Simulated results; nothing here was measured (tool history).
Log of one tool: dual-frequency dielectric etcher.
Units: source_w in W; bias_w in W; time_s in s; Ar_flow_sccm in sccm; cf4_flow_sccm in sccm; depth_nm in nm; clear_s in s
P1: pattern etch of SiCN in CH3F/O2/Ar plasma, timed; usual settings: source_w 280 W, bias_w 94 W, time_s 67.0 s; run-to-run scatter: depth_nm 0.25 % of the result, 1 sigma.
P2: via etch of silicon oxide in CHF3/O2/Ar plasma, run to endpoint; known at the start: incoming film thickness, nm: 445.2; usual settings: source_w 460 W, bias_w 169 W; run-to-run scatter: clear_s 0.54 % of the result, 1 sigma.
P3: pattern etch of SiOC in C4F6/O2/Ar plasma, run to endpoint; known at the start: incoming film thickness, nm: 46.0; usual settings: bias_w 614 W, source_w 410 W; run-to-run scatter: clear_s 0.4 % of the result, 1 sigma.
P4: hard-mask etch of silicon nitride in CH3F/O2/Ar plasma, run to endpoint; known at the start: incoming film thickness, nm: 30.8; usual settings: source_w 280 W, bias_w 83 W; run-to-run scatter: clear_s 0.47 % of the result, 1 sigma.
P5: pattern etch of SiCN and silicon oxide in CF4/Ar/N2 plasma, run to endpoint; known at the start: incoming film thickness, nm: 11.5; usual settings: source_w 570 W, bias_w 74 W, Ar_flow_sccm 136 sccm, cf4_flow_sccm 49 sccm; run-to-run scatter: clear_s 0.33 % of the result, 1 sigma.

{"run": 1, "hour": 8.9, "process": "P1", "source_w": 280, "bias_w": 94, "time_s": 67.0, "depth_nm": 24.711}
{"run": 2, "hour": 23.5, "process": "P1", "source_w": 280, "bias_w": 94, "time_s": 67.0, "depth_nm": 24.655}
{"run": 3, "hour": 38.5, "process": "P5", "source_w": 570, "bias_w": 74, "Ar_flow_sccm": 136, "cf4_flow_sccm": 49, "clear_s": 12.071}
{"run": 4, "hour": 53.2, "process": "P4", "source_w": 280, "bias_w": 103, "clear_s": 46.28}
{"run": 5, "hour": 66.7, "process": "P2", "source_w": 660, "bias_w": 169, "clear_s": 226.0}
{"run": 6, "hour": 83.6, "process": "P2", "source_w": 460, "bias_w": 124, "clear_s": 286.03}
{"run": 7, "hour": 91.4, "process": "P1", "source_w": 280, "bias_w": 94, "time_s": 67.0, "depth_nm": 24.624}
{"run": 8, "hour": 105.1, "process": "P1", "source_w": 280, "bias_w": 68, "time_s": 67.0, "depth_nm": 21.836}
{"run": 9, "hour": 113.8, "process": "P1", "source_w": 370, "bias_w": 94, "time_s": 67.0, "depth_nm": 27.313}
{"run": 10, "hour": 123.2, "process": "P5", "source_w": 360, "bias_w": 74, "Ar_flow_sccm": 136, "cf4_flow_sccm": 49, "clear_s": 17.966}
{"hour": 132.6, "done": "bias power generator calibrated"}
{"run": 11, "hour": 139.8, "process": "P1", "source_w": 200, "bias_w": 94, "time_s": 67.0, "depth_nm": 21.77}
{"run": 12, "hour": 154.9, "process": "P1", "source_w": 280, "bias_w": 94, "time_s": 67.0, "depth_nm": 24.632}
{"run": 13, "hour": 163.1, "process": "P1", "source_w": 280, "bias_w": 65, "time_s": 39.0, "depth_nm": 12.547}
{"run": 14, "hour": 174.1, "process": "P3", "source_w": 410, "bias_w": 614, "clear_s": 14.429}
{"run": 15, "hour": 185.5, "process": "P4", "source_w": 170, "bias_w": 83, "clear_s": 60.289}
{"run": 16, "hour": 202.9, "process": "P2", "source_w": 460, "bias_w": 169, "clear_s": 259.8}
{"run": 17, "hour": 212.9, "process": "P5", "source_w": 570, "bias_w": 74, "Ar_flow_sccm": 136, "cf4_flow_sccm": 30, "clear_s": 13.105}
{"run": 18, "hour": 226.0, "process": "P4", "source_w": 280, "bias_w": 83, "clear_s": 50.347}
{"run": 19, "hour": 234.0, "process": "P5", "source_w": 570, "bias_w": 74, "Ar_flow_sccm": 192, "cf4_flow_sccm": 49, "clear_s": 12.709}
{"run": 20, "hour": 242.3, "process": "P1", "source_w": 280, "bias_w": 120, "time_s": 67.0, "depth_nm": 27.034}
{"run": 21, "hour": 252.1, "process": "P1", "source_w": 280, "bias_w": 94, "time_s": 44.0, "depth_nm": 16.19}
{"run": 22, "hour": 269.8, "process": "P3", "source_w": 410, "bias_w": 864, "clear_s": 12.666}
{"run": 23, "hour": 282.3, "process": "P3", "source_w": 260, "bias_w": 614, "clear_s": 17.182}
{"run": 24, "hour": 294.7, "process": "P1", "source_w": 280, "bias_w": 94, "time_s": 82.5, "depth_nm": 30.237}
{"run": 25, "hour": 311.4, "process": "P5", "source_w": 570, "bias_w": 88, "Ar_flow_sccm": 136, "cf4_flow_sccm": 49, "clear_s": 11.302}
{"run": 26, "hour": 328.6, "process": "P1", "source_w": 390, "bias_w": 75, "time_s": 67.0, "depth_nm": 25.715}
{"run": 27, "hour": 341.6, "process": "P1", "source_w": 280, "bias_w": 94, "time_s": 67.0, "depth_nm": 24.656}
{"run": 28, "hour": 355.0, "process": "P1", "source_w": 280, "bias_w": 94, "time_s": 67.0, "depth_nm": 24.792}
{"run": 29, "hour": 364.1, "process": "P1", "source_w": 280, "bias_w": 94, "time_s": 67.0, "depth_nm": 24.882}
{"run": 30, "hour": 376.6, "process": "P1", "source_w": 280, "bias_w": 94, "time_s": 67.0, "depth_nm": 24.787}
{"run": 31, "hour": 386.9, "process": "P1", "source_w": 280, "bias_w": 94, "time_s": 67.0, "depth_nm": 24.924}
{"hour": 394.9, "done": "wet clean of the chamber"}
{"run": 32, "hour": 402.1, "process": "P1", "source_w": 280, "bias_w": 94, "time_s": 67.0, "depth_nm": 25.018}
{"run": 33, "hour": 418.1, "process": "P1", "source_w": 280, "bias_w": 94, "time_s": 67.0, "depth_nm": 25.073}
{"run": 34, "hour": 427.2, "process": "P1", "source_w": 280, "bias_w": 94, "time_s": 67.0, "depth_nm": 25.081}
{"run": 35, "hour": 435.8, "process": "P1", "source_w": 280, "bias_w": 94, "time_s": 67.0, "depth_nm": 25.131}

What P1 gives has crept away from where it was. These 2 causes fit the log equally well, each at the size given:
A: source power that arrives over what is set, % = 4.69
B: bias power that arrives over what is set, % = 4.5
The creep began at about hour 341.6.
Why every other cause is out:
chamber walls in a state that raises the etch rate, %: serviced at hour 394.9, which brought nothing back

4 check runs are offered, each on 2 wafers whose results are averaged, their results left as question marks. Which one tells the causes apart?
{"run": "check 1", "hour": 444.4, "process": "P3", "source_w": 270, "bias_w": 794, "clear_s": "?"}
{"run": "check 2", "hour": 444.4, "process": "P5", "source_w": 570, "bias_w": 74, "Ar_flow_sccm": 177, "cf4_flow_sccm": 49, "clear_s": "?"}
{"run": "check 3", "hour": 444.4, "process": "P4", "source_w": 170, "bias_w": 83, "clear_s": "?"}
{"run": "check 4", "hour": 444.4, "process": "P2", "source_w": 640, "bias_w": 136, "clear_s": "?"}

What each check would give under each cause:
check=check_1 result=clear_s if_A=14.967 if_B=14.948
check=check_2 result=clear_s if_A=12.079 if_B=12.353
check=check_3 result=clear_s if_A=59.365 if_B=59.390
check=check_4 result=clear_s if_A=240.420 if_B=241.370
How far apart the two closest causes lie, in the result that separates them most: check 1 0.13 %; check 2 2.25 %; check 3 0.04 %; check 4 0.39 %
Check 2 tells the causes apart: in the others they would give nearly the same result.

Then check 2 was run and gave: clear_s 12.094 s. Which cause is it?

It is A: source power that arrives over what is set, %.

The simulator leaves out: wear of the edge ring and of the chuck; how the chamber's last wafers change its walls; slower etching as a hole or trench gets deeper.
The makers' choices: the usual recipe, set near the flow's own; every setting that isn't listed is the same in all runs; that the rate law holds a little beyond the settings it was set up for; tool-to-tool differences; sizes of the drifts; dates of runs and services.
